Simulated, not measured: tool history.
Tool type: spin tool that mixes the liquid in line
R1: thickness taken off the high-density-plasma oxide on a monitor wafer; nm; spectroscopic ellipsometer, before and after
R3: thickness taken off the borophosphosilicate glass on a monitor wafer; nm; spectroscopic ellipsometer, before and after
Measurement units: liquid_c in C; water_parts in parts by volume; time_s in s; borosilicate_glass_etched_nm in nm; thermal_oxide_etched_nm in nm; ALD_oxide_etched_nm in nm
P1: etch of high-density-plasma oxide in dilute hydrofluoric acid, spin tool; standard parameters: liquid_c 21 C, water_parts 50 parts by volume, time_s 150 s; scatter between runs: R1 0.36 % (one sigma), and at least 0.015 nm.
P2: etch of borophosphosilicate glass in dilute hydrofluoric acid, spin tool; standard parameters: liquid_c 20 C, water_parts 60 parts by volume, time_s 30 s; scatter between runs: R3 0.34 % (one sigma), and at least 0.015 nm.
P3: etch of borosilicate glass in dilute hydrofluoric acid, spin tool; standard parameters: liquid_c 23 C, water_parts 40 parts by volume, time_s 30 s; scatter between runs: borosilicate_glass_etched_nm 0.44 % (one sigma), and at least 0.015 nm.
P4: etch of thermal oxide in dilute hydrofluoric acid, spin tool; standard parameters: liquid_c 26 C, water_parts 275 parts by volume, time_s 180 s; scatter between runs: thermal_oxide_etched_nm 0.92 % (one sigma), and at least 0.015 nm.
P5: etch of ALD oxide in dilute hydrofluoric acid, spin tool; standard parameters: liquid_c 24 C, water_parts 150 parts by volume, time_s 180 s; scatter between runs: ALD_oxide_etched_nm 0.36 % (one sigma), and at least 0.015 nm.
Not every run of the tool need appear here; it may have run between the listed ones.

Run 1, hour 6.8: process P1, liquid_c 21 C, water_parts 50 parts by volume, time_s 150 s. Result: R1 18.2 nm.
Run 2, hour 12.7: process P3, liquid_c 17 C, water_parts 40 parts by volume, time_s 30 s. Result: borosilicate_glass_etched_nm 15.042 nm.
Run 3, hour 23.3: process P2, liquid_c 20 C, water_parts 60 parts by volume, time_s 30 s. Result: R3 15.432 nm.
Run 4, hour 32.6: process P4, liquid_c 26 C, water_parts 275 parts by volume, time_s 180 s. Result: thermal_oxide_etched_nm 2.6922 nm.
Run 5, hour 39.7: process P5, liquid_c 24 C, water_parts 30 parts by volume, time_s 180 s. Result: ALD_oxide_etched_nm 65.729 nm.
Run 6, hour 45.7: process P2, liquid_c 20 C, water_parts 60 parts by volume, time_s 15 s. Result: R3 7.6888 nm.
Run 7, hour 51.9: process P5, liquid_c 29 C, water_parts 150 parts by volume, time_s 180 s. Result: ALD_oxide_etched_nm 13.464 nm.
Run 8, hour 61.6: process P2, liquid_c 20 C, water_parts 30 parts by volume, time_s 30 s. Result: R3 31.945 nm.
Run 9, hour 67.4: process P1, liquid_c 21 C, water_parts 50 parts by volume, time_s 20 s. Result: R1 2.4136 nm.
Run 10, hour 75.9: process P3, liquid_c 23 C, water_parts 40 parts by volume, time_s 30 s. Result: borosilicate_glass_etched_nm 19.451 nm.
Run 11, hour 80.9: process P1, liquid_c 17 C, water_parts 50 parts by volume, time_s 215 s. Result: R1 21.907 nm.
Run 12, hour 88.8: process P5, liquid_c 24 C, water_parts 150 parts by volume, time_s 180 s. Result: ALD_oxide_etched_nm 11.256 nm.
Run 13, hour 94.3: process P1, liquid_c 29.5 C, water_parts 50 parts by volume, time_s 150 s. Result: R1 25.826 nm.
Run 14, hour 101: process P4, liquid_c 32 C, water_parts 275 parts by volume, time_s 180 s. Result: thermal_oxide_etched_nm 3.3102 nm.
Run 15, hour 108: process P1, liquid_c 25 C, water_parts 50 parts by volume, time_s 75 s. Result: R1 10.718 nm.
Run 16, hour 118.2: process P4, liquid_c 26 C, water_parts 275 parts by volume, time_s 350 s. Result: thermal_oxide_etched_nm 5.3539 nm.
Run 17, hour 125.4: process P4, liquid_c 26 C, water_parts 395 parts by volume, time_s 180 s. Result: thermal_oxide_etched_nm 1.6882 nm.
Run 18, hour 134.8: process P3, liquid_c 23 C, water_parts 40 parts by volume, time_s 30 s. Result: borosilicate_glass_etched_nm 19.599 nm.
Run 19, hour 145.2: process P1, liquid_c 21 C, water_parts 50 parts by volume, time_s 150 s. Result: R1 18.169 nm.
Run 20, hour 155.1: process P1, liquid_c 21 C, water_parts 25 parts by volume, time_s 150 s. Result: R1 37.657 nm.
Run 21, hour 163.1: process P1, liquid_c 21 C, water_parts 50 parts by volume, time_s 150 s. Result: R1 18.215 nm.
Run 22, hour 170.3: process P1, liquid_c 17 C, water_parts 50 parts by volume, time_s 150 s. Result: R1 15.382 nm.
Run 23, hour 181: process P1, liquid_c 21 C, water_parts 50 parts by volume, time_s 260 s. Result: R1 31.732 nm.
Run 24, hour 187.8: process P3, liquid_c 23 C, water_parts 40 parts by volume, time_s 15 s. Result: borosilicate_glass_etched_nm 9.8104 nm.
Run 25, hour 194: process P1, liquid_c 21 C, water_parts 30 parts by volume, time_s 270 s. Result: R1 56.586 nm.
Run 26, hour 204.3: process P1, liquid_c 21 C, water_parts 90 parts by volume, time_s 150 s. Result: R1 9.6781 nm.
Run 27, hour 210: process P3, liquid_c 23 C, water_parts 20 parts by volume, time_s 30 s. Result: borosilicate_glass_etched_nm 40.222 nm.
Run 28, hour 216: process P5, liquid_c 24 C, water_parts 150 parts by volume, time_s 180 s. Result: ALD_oxide_etched_nm 11.291 nm.
Run 29, hour 222.6: process P5, liquid_c 24 C, water_parts 150 parts by volume, time_s 360 s. Result: ALD_oxide_etched_nm 22.591 nm.
Run 30, hour 230: process P1, liquid_c 21 C, water_parts 50 parts by volume, time_s 150 s. Result: R1 18.249 nm.

Estimate the outcome of run 31 from the log above:
Run 31, hour 238.5: process P1, liquid_c 21 C, water_parts 50 parts by volume, time_s 150 s. Result: R1 ?.

Run 31 measured R1 18.098 nm.
